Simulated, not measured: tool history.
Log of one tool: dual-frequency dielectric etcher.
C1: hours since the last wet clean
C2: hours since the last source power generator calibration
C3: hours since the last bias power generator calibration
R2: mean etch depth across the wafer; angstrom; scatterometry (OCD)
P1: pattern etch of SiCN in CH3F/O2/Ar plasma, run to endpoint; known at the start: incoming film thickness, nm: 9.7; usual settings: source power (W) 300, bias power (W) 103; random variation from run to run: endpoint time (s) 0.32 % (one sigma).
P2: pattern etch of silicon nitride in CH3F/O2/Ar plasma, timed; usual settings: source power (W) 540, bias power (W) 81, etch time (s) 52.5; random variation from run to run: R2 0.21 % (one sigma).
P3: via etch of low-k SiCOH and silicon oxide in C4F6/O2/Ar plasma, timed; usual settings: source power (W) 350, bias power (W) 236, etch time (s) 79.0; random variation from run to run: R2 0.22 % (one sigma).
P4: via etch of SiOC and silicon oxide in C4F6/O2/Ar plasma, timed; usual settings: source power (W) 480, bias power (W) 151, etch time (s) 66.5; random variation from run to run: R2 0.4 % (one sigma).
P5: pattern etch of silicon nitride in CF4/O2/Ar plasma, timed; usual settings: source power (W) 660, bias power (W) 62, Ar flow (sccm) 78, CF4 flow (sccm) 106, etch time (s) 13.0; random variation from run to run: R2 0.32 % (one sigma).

run 1 hour=5.7 | process_that_ran=P1 source_power_(W)=300 bias_power_(W)=103 | C1=149.2 C2=871.8 C3=3572.1 | endpoint_time_(s)=24.603
run 2 hour=10.9 | process_that_ran=P1 source_power_(W)=300 bias_power_(W)=103 | C1=154.4 C2=877.0 C3=3577.3 | endpoint_time_(s)=24.607
run 3 hour=19.9 | process_that_ran=P1 source_power_(W)=300 bias_power_(W)=103 | C1=163.4 C2=886.0 C3=3586.3 | endpoint_time_(s)=24.488
run 4 hour=29.4 | process_that_ran=P5 source_power_(W)=660 bias_power_(W)=62 Ar_flow_(sccm)=78 CF4_flow_(sccm)=77 etch_time_(s)=13.0 | C1=172.9 C2=895.5 C3=3595.8 | R2=341.53
-- hour=35.6 bias power generator calibrated
run 5 hour=38.5 | process_that_ran=P1 source_power_(W)=190 bias_power_(W)=63 | C1=182.0 C2=904.6 C3=3.0 | endpoint_time_(s)=34.932
run 6 hour=45.2 | process_that_ran=P2 source_power_(W)=540 bias_power_(W)=101 etch_time_(s)=52.5 | C1=188.7 C2=911.3 C3=9.7 | R2=477.14
run 7 hour=52.1 | process_that_ran=P1 source_power_(W)=410 bias_power_(W)=103 | C1=195.6 C2=918.2 C3=16.6 | endpoint_time_(s)=22.078
run 8 hour=59.2 | process_that_ran=P4 source_power_(W)=480 bias_power_(W)=116 etch_time_(s)=66.5 | C1=202.7 C2=925.3 C3=23.7 | R2=720.76
run 9 hour=64.6 | process_that_ran=P1 source_power_(W)=300 bias_power_(W)=103 | C1=208.1 C2=930.7 C3=29.1 | endpoint_time_(s)=24.635
run 10 hour=72.9 | process_that_ran=P5 source_power_(W)=450 bias_power_(W)=62 Ar_flow_(sccm)=78 CF4_flow_(sccm)=106 etch_time_(s)=13.0 | C1=216.4 C2=939.0 C3=37.4 | R2=254.68
run 11 hour=79.0 | process_that_ran=P1 source_power_(W)=300 bias_power_(W)=140 | C1=222.5 C2=945.1 C3=43.5 | endpoint_time_(s)=21.702
run 12 hour=86.4 | process_that_ran=P5 source_power_(W)=660 bias_power_(W)=62 Ar_flow_(sccm)=78 CF4_flow_(sccm)=106 etch_time_(s)=9.5 | C1=229.9 C2=952.5 C3=50.9 | R2=260.18
run 13 hour=93.3 | process_that_ran=P1 source_power_(W)=300 bias_power_(W)=103 | C1=236.8 C2=959.4 C3=57.8 | endpoint_time_(s)=24.584
run 14 hour=99.4 | process_that_ran=P1 source_power_(W)=300 bias_power_(W)=103 | C1=242.9 C2=965.5 C3=63.9 | endpoint_time_(s)=24.811
run 15 hour=105.1 | process_that_ran=P3 source_power_(W)=350 bias_power_(W)=159 etch_time_(s)=79.0 | C1=248.6 C2=971.2 C3=69.6 | R2=1973.30
run 16 hour=113.9 | process_that_ran=P5 source_power_(W)=660 bias_power_(W)=62 Ar_flow_(sccm)=78 CF4_flow_(sccm)=106 etch_time_(s)=13.0 | C1=257.4 C2=980.0 C3=78.4 | R2=354.94
run 17 hour=120.2 | process_that_ran=P4 source_power_(W)=480 bias_power_(W)=151 etch_time_(s)=66.5 | C1=263.7 C2=986.3 C3=84.7 | R2=782.46
run 18 hour=127.3 | process_that_ran=P2 source_power_(W)=540 bias_power_(W)=81 etch_time_(s)=78.5 | C1=270.8 C2=993.4 C3=91.8 | R2=660.73
run 19 hour=134.3 | process_that_ran=P3 source_power_(W)=350 bias_power_(W)=236 etch_time_(s)=46.5 | C1=277.8 C2=1000.4 C3=98.8 | R2=1314.20
run 20 hour=141.8 | process_that_ran=P4 source_power_(W)=480 bias_power_(W)=151 etch_time_(s)=66.5 | C1=285.3 C2=1007.9 C3=106.3 | R2=784.35
run 21 hour=146.4 | process_that_ran=P1 source_power_(W)=210 bias_power_(W)=103 | C1=289.9 C2=1012.5 C3=110.9 | endpoint_time_(s)=28.065
run 22 hour=153.7 | process_that_ran=P3 source_power_(W)=350 bias_power_(W)=236 etch_time_(s)=79.0 | C1=297.2 C2=1019.8 C3=118.2 | R2=2235.90
run 23 hour=158.3 | process_that_ran=P4 source_power_(W)=480 bias_power_(W)=151 etch_time_(s)=36.5 | C1=301.8 C2=1024.4 C3=122.8 | R2=433.15
run 24 hour=167.7 | process_that_ran=P3 source_power_(W)=350 bias_power_(W)=236 etch_time_(s)=79.0 | C1=311.2 C2=1033.8 C3=132.2 | R2=2232.30
run 25 hour=173.1 | process_that_ran=P1 source_power_(W)=300 bias_power_(W)=60 | C1=316.6 C2=1039.2 C3=137.6 | endpoint_time_(s)=29.991
run 26 hour=180.1 | process_that_ran=P2 source_power_(W)=540 bias_power_(W)=81 etch_time_(s)=52.5 | C1=323.6 C2=1046.2 C3=144.6 | R2=439.57
run 27 hour=187.7 | process_that_ran=P4 source_power_(W)=670 bias_power_(W)=151 etch_time_(s)=66.5 | C1=331.2 C2=1053.8 C3=152.2 | R2=897.15
run 28 hour=196.9 | process_that_ran=P5 source_power_(W)=660 bias_power_(W)=62 Ar_flow_(sccm)=56 CF4_flow_(sccm)=106 etch_time_(s)=13.0 | C1=340.4 C2=1063.0 C3=161.4 | R2=366.32
run 29 hour=201.0 | process_that_ran=P3 source_power_(W)=230 bias_power_(W)=236 etch_time_(s)=79.0 | C1=344.5 C2=1067.1 C3=165.5 | R2=1906.20
run 30 hour=210.3 | process_that_ran=P2 source_power_(W)=340 bias_power_(W)=81 etch_time_(s)=52.5 | C1=353.8 C2=1076.4 C3=174.8 | R2=370.82
run 31 hour=215.6 | process_that_ran=P1 source_power_(W)=300 bias_power_(W)=103 | C1=359.1 C2=1081.7 C3=180.1 | endpoint_time_(s)=24.600
run 32 hour=220.9 | process_that_ran=P1 source_power_(W)=390 bias_power_(W)=83 | C1=364.4 C2=1087.0 C3=185.4 | endpoint_time_(s)=24.193
run 33 hour=226.5 | process_that_ran=P5 source_power_(W)=660 bias_power_(W)=76 Ar_flow_(sccm)=78 CF4_flow_(sccm)=106 etch_time_(s)=13.0 | C1=370.0 C2=1092.6 C3=191.0 | R2=381.64
run 34 hour=231.0 | process_that_ran=P1 source_power_(W)=300 bias_power_(W)=103 | C1=374.5 C2=1097.1 C3=195.5 | endpoint_time_(s)=24.599
run 35 hour=239.0 | process_that_ran=P1 source_power_(W)=300 bias_power_(W)=103 | C1=382.5 C2=1105.1 C3=203.5 | endpoint_time_(s)=24.907
run 36 hour=246.4 | process_that_ran=P1 source_power_(W)=300 bias_power_(W)=103 | C1=389.9 C2=1112.5 C3=210.9 | endpoint_time_(s)=24.860
run 37 hour=251.9 | process_that_ran=P1 source_power_(W)=300 bias_power_(W)=103 | C1=395.4 C2=1118.0 C3=216.4 | endpoint_time_(s)=24.977
run 38 hour=260.4 | process_that_ran=P1 source_power_(W)=300 bias_power_(W)=103 | C1=403.9 C2=1126.5 C3=224.9 | endpoint_time_(s)=25.084
-- hour=260.7 wet clean of the chamber
run 39 hour=269.6 | process_that_ran=P1 source_power_(W)=300 bias_power_(W)=103 | C1=8.9 C2=1135.7 C3=234.1 | endpoint_time_(s)=24.927
run 40 hour=273.8 | process_that_ran=P1 source_power_(W)=300 bias_power_(W)=103 | C1=13.1 C2=1139.9 C3=238.3 | endpoint_time_(s)=25.014

What P1 gives has crept away from where it was. These 2 causes fit the log equally well, each at the size given:
A: source power that arrives under what is set, % = 4.29
B: bias power that arrives under what is set, % = 4.09
The creep began at about hour 231.0.
Why every other cause is out:
chamber walls in a state that lowers the etch rate, %: serviced at hour 260.7, which brought nothing back

4 check runs are offered, one wafer each, their results left as question marks. Which one tells the causes apart?
run check 1 hour=278.0 | process_that_ran=P4 source_power_(W)=550 bias_power_(W)=151 etch_time_(s)=43.5 | R2=?
run check 2 hour=278.0 | process_that_ran=P5 source_power_(W)=480 bias_power_(W)=62 Ar_flow_(sccm)=78 CF4_flow_(sccm)=106 etch_time_(s)=13.0 | R2=?
run check 3 hour=278.0 | process_that_ran=P3 source_power_(W)=350 bias_power_(W)=192 etch_time_(s)=60.5 | R2=?
run check 4 hour=278.0 | process_that_ran=P2 source_power_(W)=380 bias_power_(W)=81 etch_time_(s)=63.0 | R2=?

What each check would give under each cause:
check=check_1 result=R2 if_A=531.80 if_B=534.32
check=check_2 result=R2 if_A=259.33 if_B=265.21
check=check_3 result=R2 if_A=1572.50 if_B=1578.00
check=check_4 result=R2 if_A=455.48 if_B=456.30
How far apart the two closest causes lie, in the result that separates them most: check 1 0.47 %; check 2 2.24 %; check 3 0.35 %; check 4 0.18 %
Only check 2 tells the causes apart: in the others they would give nearly the same result.

Check 2 was then run and gave: R2 258.56 angstrom. Which cause is it?

It is A: source power that arrives under what is set, %.

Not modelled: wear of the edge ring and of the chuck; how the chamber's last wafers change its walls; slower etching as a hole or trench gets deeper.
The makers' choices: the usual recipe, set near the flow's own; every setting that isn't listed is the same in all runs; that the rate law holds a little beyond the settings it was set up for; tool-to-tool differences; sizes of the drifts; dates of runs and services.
